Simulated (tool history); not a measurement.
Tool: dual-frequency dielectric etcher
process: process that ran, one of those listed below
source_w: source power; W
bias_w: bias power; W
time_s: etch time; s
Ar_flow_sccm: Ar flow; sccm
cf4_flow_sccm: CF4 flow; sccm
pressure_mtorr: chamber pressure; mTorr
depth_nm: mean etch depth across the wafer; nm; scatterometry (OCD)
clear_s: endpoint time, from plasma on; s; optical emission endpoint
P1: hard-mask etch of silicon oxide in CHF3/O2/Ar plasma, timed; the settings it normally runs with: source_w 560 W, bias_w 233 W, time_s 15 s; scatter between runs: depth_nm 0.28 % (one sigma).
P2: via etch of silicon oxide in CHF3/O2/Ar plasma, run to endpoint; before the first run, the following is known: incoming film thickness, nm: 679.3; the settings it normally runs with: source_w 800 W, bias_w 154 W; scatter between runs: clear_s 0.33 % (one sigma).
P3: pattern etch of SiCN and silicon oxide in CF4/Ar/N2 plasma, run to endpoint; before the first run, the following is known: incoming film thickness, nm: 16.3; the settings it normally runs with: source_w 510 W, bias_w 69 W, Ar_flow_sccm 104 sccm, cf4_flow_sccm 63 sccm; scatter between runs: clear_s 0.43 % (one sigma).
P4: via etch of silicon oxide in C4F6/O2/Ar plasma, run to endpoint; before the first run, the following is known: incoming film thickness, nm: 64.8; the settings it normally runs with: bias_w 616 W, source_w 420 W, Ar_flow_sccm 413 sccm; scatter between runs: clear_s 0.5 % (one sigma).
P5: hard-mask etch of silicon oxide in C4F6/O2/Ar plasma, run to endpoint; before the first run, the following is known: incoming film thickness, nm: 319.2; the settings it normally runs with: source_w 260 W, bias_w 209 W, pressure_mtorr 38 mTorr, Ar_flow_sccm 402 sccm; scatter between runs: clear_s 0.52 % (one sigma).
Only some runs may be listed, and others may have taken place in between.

| run | hour | process | source_w | bias_w | time_s | Ar_flow_sccm | cf4_flow_sccm | pressure_mtorr | hours since the last wet clean | hours since the last source power generator calibration | hours since the last bias power generator calibration | depth_nm | clear_s |
|---|---|---|---|---|---|---|---|---|---|---|---|---|---|
| 1 | 7.5 | P1 | 560 | 233 | 15 |  |  |  | 118.4 | 1554.9 | 1022.3 | 32.157 |  |
| 2 | 13.5 | P4 | 330 | 616 |  | 413 |  |  | 124.4 | 1560.9 | 1028.3 |  | 14.633 |
| 3 | 19.5 | P3 | 710 | 69 |  | 104 | 63 |  | 130.4 | 1566.9 | 1034.3 |  | 13.517 |
| 4 | 27 | P1 | 400 | 233 | 15 |  |  |  | 137.9 | 1574.4 | 1041.8 | 28.257 |  |
| 5 | 38 | P5 | 260 | 209 |  | 252 |  | 38 | 148.9 | 1585.4 | 1052.8 |  | 117.02 |
| 6 | 47 | P5 | 260 | 209 |  | 402 |  | 38 | 157.9 | 1594.4 | 1061.8 |  | 122.4 |
|  | 56.9 | wet clean of the chamber |
| 7 | 58.6 | P4 | 420 | 616 |  | 305 |  |  | 1.7 | 1606 | 1073.4 |  | 12.979 |
| 8 | 67.3 | P4 | 420 | 616 |  | 413 |  |  | 10.4 | 1614.7 | 1082.1 |  | 13.483 |
| 9 | 79.2 | P1 | 560 | 233 | 18.5 |  |  |  | 22.3 | 1626.6 | 1094 | 39.713 |  |
| 10 | 90.7 | P5 | 190 | 209 |  | 402 |  | 38 | 33.8 | 1638.1 | 1105.5 |  | 139.38 |
| 11 | 102 | P2 | 970 | 154 |  |  |  |  | 45.1 | 1649.4 | 1116.8 |  | 298.99 |
| 12 | 107.4 | P2 | 800 | 107 |  |  |  |  | 50.5 | 1654.8 | 1122.2 |  | 359.3 |
| 13 | 119.6 | P1 | 560 | 233 | 15 |  |  |  | 62.7 | 1667 | 1134.4 | 32.207 |  |
| 14 | 125.8 | P3 | 510 | 69 |  | 104 | 63 |  | 68.9 | 1673.2 | 1140.6 |  | 17.819 |
| 15 | 133.9 | P1 | 560 | 279 | 15 |  |  |  | 77 | 1681.3 | 1148.7 | 34.153 |  |
| 16 | 143.3 | P1 | 560 | 233 | 15 |  |  |  | 86.4 | 1690.7 | 1158.1 | 32.051 |  |
| 17 | 155.1 | P5 | 260 | 253 |  | 402 |  | 38 | 98.2 | 1702.5 | 1169.9 |  | 115.3 |
| 18 | 161.3 | P3 | 510 | 49 |  | 104 | 63 |  | 104.4 | 1708.7 | 1176.1 |  | 20.136 |
| 19 | 168.9 | P1 | 560 | 233 | 15 |  |  |  | 112 | 1716.3 | 1183.7 | 31.998 |  |
| 20 | 174.5 | P2 | 800 | 154 |  |  |  |  | 117.6 | 1721.9 | 1189.3 |  | 324.51 |
| 21 | 180.1 | P4 | 420 | 498 |  | 413 |  |  | 123.2 | 1727.5 | 1194.9 |  | 14.516 |
| 22 | 185.9 | P1 | 560 | 233 | 15 |  |  |  | 129 | 1733.3 | 1200.7 | 32.112 |  |
| 23 | 196.8 | P1 | 780 | 233 | 15 |  |  |  | 139.9 | 1744.2 | 1211.6 | 36.47 |  |
| 24 | 208 | P5 | 260 | 209 |  | 402 |  | 38 | 151.1 | 1755.4 | 1222.8 |  | 123.04 |
| 25 | 217.1 | P3 | 510 | 69 |  | 104 | 84 |  | 160.2 | 1764.5 | 1231.9 |  | 17.337 |
| 26 | 223.6 | P3 | 510 | 69 |  | 84 | 63 |  | 166.7 | 1771 | 1238.4 |  | 17.337 |
| 27 | 231.3 | P2 | 800 | 154 |  |  |  |  | 174.4 | 1778.7 | 1246.1 |  | 322.15 |
| 28 | 237.8 | P1 | 560 | 233 | 10.5 |  |  |  | 180.9 | 1785.2 | 1252.6 | 22.452 |  |
| 29 | 247.4 | P1 | 700 | 272 | 15 |  |  |  | 190.5 | 1794.8 | 1262.2 | 37.159 |  |
| 30 | 259.1 | P1 | 560 | 173 | 15 |  |  |  | 202.2 | 1806.5 | 1273.9 | 29.061 |  |
| 31 | 269 | P4 | 420 | 616 |  | 413 |  |  | 212.1 | 1816.4 | 1283.8 |  | 13.437 |
| 32 | 276.9 | P1 | 560 | 233 | 15 |  |  |  | 220 | 1824.3 | 1291.7 | 32.184 |  |
| 33 | 283.9 | P5 | 260 | 209 |  | 402 |  | 30 | 227 | 1831.3 | 1298.7 |  | 120.87 |
| 34 | 290.9 | P1 | 560 | 233 | 15 |  |  |  | 234 | 1838.3 | 1305.7 | 32.168 |  |
| 35 | 299.6 | P1 | 560 | 233 | 15 |  |  |  | 242.7 | 1847 | 1314.4 | 32.273 |  |
| 36 | 305.5 | P1 | 560 | 233 | 15 |  |  |  | 248.6 | 1852.9 | 1320.3 | 32.442 |  |
| 37 | 314.6 | P1 | 560 | 233 | 15 |  |  |  | 257.7 | 1862 | 1329.4 | 32.487 |  |
| 38 | 326.6 | P1 | 560 | 233 | 15 |  |  |  | 269.7 | 1874 | 1341.4 | 32.398 |  |
| 39 | 332.2 | P1 | 560 | 233 | 15 |  |  |  | 275.3 | 1879.6 | 1347 | 32.547 |  |

Expected results for the next run?
| 40 | 343.1 | P1 | 560 | 233 | 15 |  |  |  | 286.2 | 1890.5 | 1357.9 | ? |  |

depth_nm: 32.392 nm
